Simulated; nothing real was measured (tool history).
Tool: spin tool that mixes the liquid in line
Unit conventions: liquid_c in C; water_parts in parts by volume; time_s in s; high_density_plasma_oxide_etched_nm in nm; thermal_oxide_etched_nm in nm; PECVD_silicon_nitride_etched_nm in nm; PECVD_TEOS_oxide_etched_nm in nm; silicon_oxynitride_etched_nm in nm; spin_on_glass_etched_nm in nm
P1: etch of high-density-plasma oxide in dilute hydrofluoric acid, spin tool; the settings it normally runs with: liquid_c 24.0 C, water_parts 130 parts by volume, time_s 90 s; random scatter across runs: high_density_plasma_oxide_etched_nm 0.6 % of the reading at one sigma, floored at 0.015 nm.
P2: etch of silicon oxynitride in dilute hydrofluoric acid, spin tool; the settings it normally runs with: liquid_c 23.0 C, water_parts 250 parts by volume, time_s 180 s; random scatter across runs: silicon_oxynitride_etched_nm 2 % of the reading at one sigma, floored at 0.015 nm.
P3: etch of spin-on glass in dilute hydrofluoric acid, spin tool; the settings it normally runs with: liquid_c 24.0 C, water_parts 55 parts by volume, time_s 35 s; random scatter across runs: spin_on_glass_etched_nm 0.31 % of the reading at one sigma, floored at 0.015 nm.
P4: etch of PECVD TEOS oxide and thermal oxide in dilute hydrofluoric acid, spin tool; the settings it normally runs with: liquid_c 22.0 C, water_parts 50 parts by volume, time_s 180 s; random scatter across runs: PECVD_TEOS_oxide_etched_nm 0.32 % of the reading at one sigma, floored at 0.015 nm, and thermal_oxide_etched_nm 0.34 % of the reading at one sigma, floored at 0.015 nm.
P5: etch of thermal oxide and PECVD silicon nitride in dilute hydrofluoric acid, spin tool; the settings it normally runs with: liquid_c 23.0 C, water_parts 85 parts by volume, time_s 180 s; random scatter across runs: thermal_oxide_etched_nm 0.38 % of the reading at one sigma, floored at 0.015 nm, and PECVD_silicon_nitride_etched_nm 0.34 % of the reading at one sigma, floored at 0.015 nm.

| run | hour | process | liquid_c | water_parts | time_s | hours since the thermometer was replaced | hours since the hydrofluoric acid flow meter was replaced | high_density_plasma_oxide_etched_nm | thermal_oxide_etched_nm | PECVD_silicon_nitride_etched_nm | PECVD_TEOS_oxide_etched_nm | silicon_oxynitride_etched_nm | spin_on_glass_etched_nm |
|---|---|---|---|---|---|---|---|---|---|---|---|---|---|
| 1 | 13.8 | P1 | 24.0 | 130 | 90 | 489.0 | 1221.5 | 5.1571 |  |  |  |  |  |
| 2 | 27.0 | P1 | 24.0 | 130 | 90 | 502.2 | 1234.7 | 5.1912 |  |  |  |  |  |
| 3 | 35.1 | P1 | 24.0 | 130 | 35 | 510.3 | 1242.8 | 1.9977 |  |  |  |  |  |
| 4 | 43.0 | P5 | 23.0 | 145 | 180 | 518.2 | 1250.7 |  | 5.4789 | 6.3914 |  |  |  |
| 5 | 56.1 | P1 | 24.0 | 65 | 90 | 531.3 | 1263.8 | 11.1170 |  |  |  |  |  |
| 6 | 63.4 | P5 | 23.0 | 85 | 180 | 538.6 | 1271.1 |  | 9.9647 | 10.8080 |  |  |  |
| 7 | 70.3 | P4 | 26.5 | 50 | 180 | 545.5 | 1278.0 |  | 20.8970 |  | 36.125 |  |  |
| 8 | 77.0 | P1 | 17.0 | 130 | 90 | 552.2 | 1284.7 | 3.8721 |  |  |  |  |  |
| 9 | 89.4 | P4 | 22.0 | 50 | 15 | 564.6 | 1297.1 |  | 1.4312 |  | 2.506 |  |  |
| 10 | 102.9 | P2 | 23.0 | 250 | 180 | 578.1 | 1310.6 |  |  |  |  | 1.0426 |  |
| 11 | 115.5 | P2 | 23.0 | 115 | 180 | 590.7 | 1323.2 |  |  |  |  | 2.4763 |  |
| 12 | 123.7 | P1 | 24.0 | 130 | 90 | 598.9 | 1331.4 | 5.1871 |  |  |  |  |  |
| 13 | 134.8 | P2 | 30.5 | 250 | 180 | 610.0 | 1342.5 |  |  |  |  | 1.4577 |  |
| 14 | 148.4 | P1 | 19.0 | 85 | 90 | 623.6 | 1356.1 | 6.8112 |  |  |  |  |  |
| 15 | 155.6 | P1 | 18.0 | 130 | 45 | 630.8 | 1363.3 | 1.9906 |  |  |  |  |  |
| 16 | 167.0 | P3 | 24.0 | 100 | 35 | 642.2 | 1374.7 |  |  |  |  |  | 11.994 |
| 17 | 175.0 | P1 | 24.0 | 130 | 90 | 650.2 | 1382.7 | 5.1297 |  |  |  |  |  |
| 18 | 182.4 | P4 | 22.0 | 90 | 180 | 657.6 | 1390.1 |  | 9.1732 |  | 15.854 |  |  |
| 19 | 195.5 | P5 | 23.0 | 85 | 355 | 670.7 | 1403.2 |  | 19.5210 | 21.3440 |  |  |  |
| 20 | 209.9 | P1 | 24.0 | 130 | 90 | 685.1 | 1417.6 | 5.1395 |  |  |  |  |  |
| 21 | 216.5 | P1 | 24.0 | 130 | 90 | 691.7 | 1424.2 | 5.0963 |  |  |  |  |  |
| 22 | 229.6 | P1 | 24.0 | 130 | 145 | 704.8 | 1437.3 | 8.2571 |  |  |  |  |  |
| 23 | 236.7 | P2 | 23.0 | 250 | 180 | 711.9 | 1444.4 |  |  |  |  | 1.0532 |  |
| 24 | 248.2 | P3 | 24.0 | 55 | 20 | 723.4 | 1455.9 |  |  |  |  |  | 13.213 |
| 25 | 262.2 | P1 | 24.0 | 225 | 90 | 737.4 | 1469.9 | 2.6712 |  |  |  |  |  |
| 26 | 274.8 | P5 | 27.0 | 85 | 180 | 750.0 | 1482.5 |  | 11.7780 | 14.0210 |  |  |  |
| 27 | 285.1 | P5 | 23.0 | 85 | 180 | 760.3 | 1492.8 |  | 9.9443 | 10.8480 |  |  |  |
| 28 | 299.0 | P1 | 24.0 | 130 | 90 | 774.2 | 1506.7 | 5.0750 |  |  |  |  |  |
| 29 | 311.0 | P1 | 31.0 | 130 | 90 | 786.2 | 1518.7 | 6.7145 |  |  |  |  |  |
| 30 | 323.8 | P4 | 22.0 | 50 | 180 | 799.0 | 1531.5 |  | 17.3450 |  | 30.211 |  |  |
| 31 | 337.6 | P3 | 19.5 | 55 | 35 | 812.8 | 1545.3 |  |  |  |  |  | 19.198 |
| 32 | 344.0 | P3 | 24.0 | 55 | 35 | 819.2 | 1551.7 |  |  |  |  |  | 23.006 |
| 33 | 356.9 | P2 | 23.0 | 250 | 310 | 832.1 | 1564.6 |  |  |  |  | 1.8904 |  |
| 34 | 367.3 | P1 | 24.0 | 130 | 90 | 842.5 | 1575.0 | 5.1355 |  |  |  |  |  |
| 35 | 376.0 | P1 | 24.0 | 130 | 90 | 851.2 | 1583.7 | 5.2716 |  |  |  |  |  |
| 36 | 388.0 | P1 | 24.0 | 130 | 90 | 863.2 | 1595.7 | 5.3611 |  |  |  |  |  |
| 37 | 399.0 | P1 | 24.0 | 130 | 90 | 874.2 | 1606.7 | 5.4350 |  |  |  |  |  |
| 38 | 407.2 | P1 | 24.0 | 130 | 90 | 882.4 | 1614.9 | 5.3419 |  |  |  |  |  |
| 39 | 419.6 | P1 | 24.0 | 130 | 90 | 894.8 | 1627.3 | 5.4342 |  |  |  |  |  |
| 40 | 430.7 | P1 | 24.0 | 130 | 90 | 905.9 | 1638.4 | 5.4341 |  |  |  |  |  |
| 41 | 441.0 | P1 | 24.0 | 130 | 90 | 916.2 | 1648.7 | 5.5262 |  |  |  |  |  |
| 42 | 450.7 | P1 | 24.0 | 130 | 90 | 925.9 | 1658.4 | 5.4645 |  |  |  |  |  |
| 43 | 459.4 | P1 | 24.0 | 130 | 90 | 934.6 | 1667.1 | 5.4793 |  |  |  |  |  |

Compared with where it was, what P1 gives has crept away. Each cause listed below fits the log as well as the rest, at the size given for it:
A: hydrofluoric acid flow above the setpoint (%) = 6.11
B: liquid hotter than its thermometer reads (K) = 1.78
The gradual shift began around hour 367.3.

Listed below are the offered check runs, one wafer per run, with question marks in place of results. For which of them would the causes give clearly different outcomes?
| check 1 | 468.1 | P3 | 24.0 | 85 | 35 |  |  |  |  |  |  |  | ? |
| check 2 | 468.1 | P2 | 23.0 | 165 | 280 |  |  |  |  |  |  | ? |  |
| check 3 | 468.1 | P4 | 25.5 | 50 | 15 |  |  |  | ? |  | ? |  |  |
| check 4 | 468.1 | P5 | 23.0 | 135 | 345 |  |  |  | ? | ? |  |  |  |

What each check would give under each cause:
| check | result | if A | if B |
|---|---|---|---|
| check 1 | spin_on_glass_etched_nm | 15.363 | 15.445 |
| check 2 | silicon_oxynitride_etched_nm | 2.7849 | 2.8257 |
| check 3 | thermal_oxide_etched_nm | 1.7768 | 1.7922 |
| check 3 | PECVD_TEOS_oxide_etched_nm | 3.0854 | 3.1120 |
| check 4 | thermal_oxide_etched_nm | 12.1300 | 12.1380 |
| check 4 | PECVD_silicon_nitride_etched_nm | 13.9070 | 14.7270 |
Gap, in per cent, between the two causes that each check separates least, read from the result that separates them most: check 1 0.53 %; check 2 1.45 %; check 3 0.86 %; check 4 5.73 %
Of the check runs offered, only check 4 discriminates between the causes; the rest would read about the same regardless of which cause applies.

The results of check 4 are: thermal_oxide_etched_nm 12.0620 nm; PECVD_silicon_nitride_etched_nm 14.6390 nm. Based on these, which of the listed causes is it?

It was cause B: liquid hotter than its thermometer reads (K).
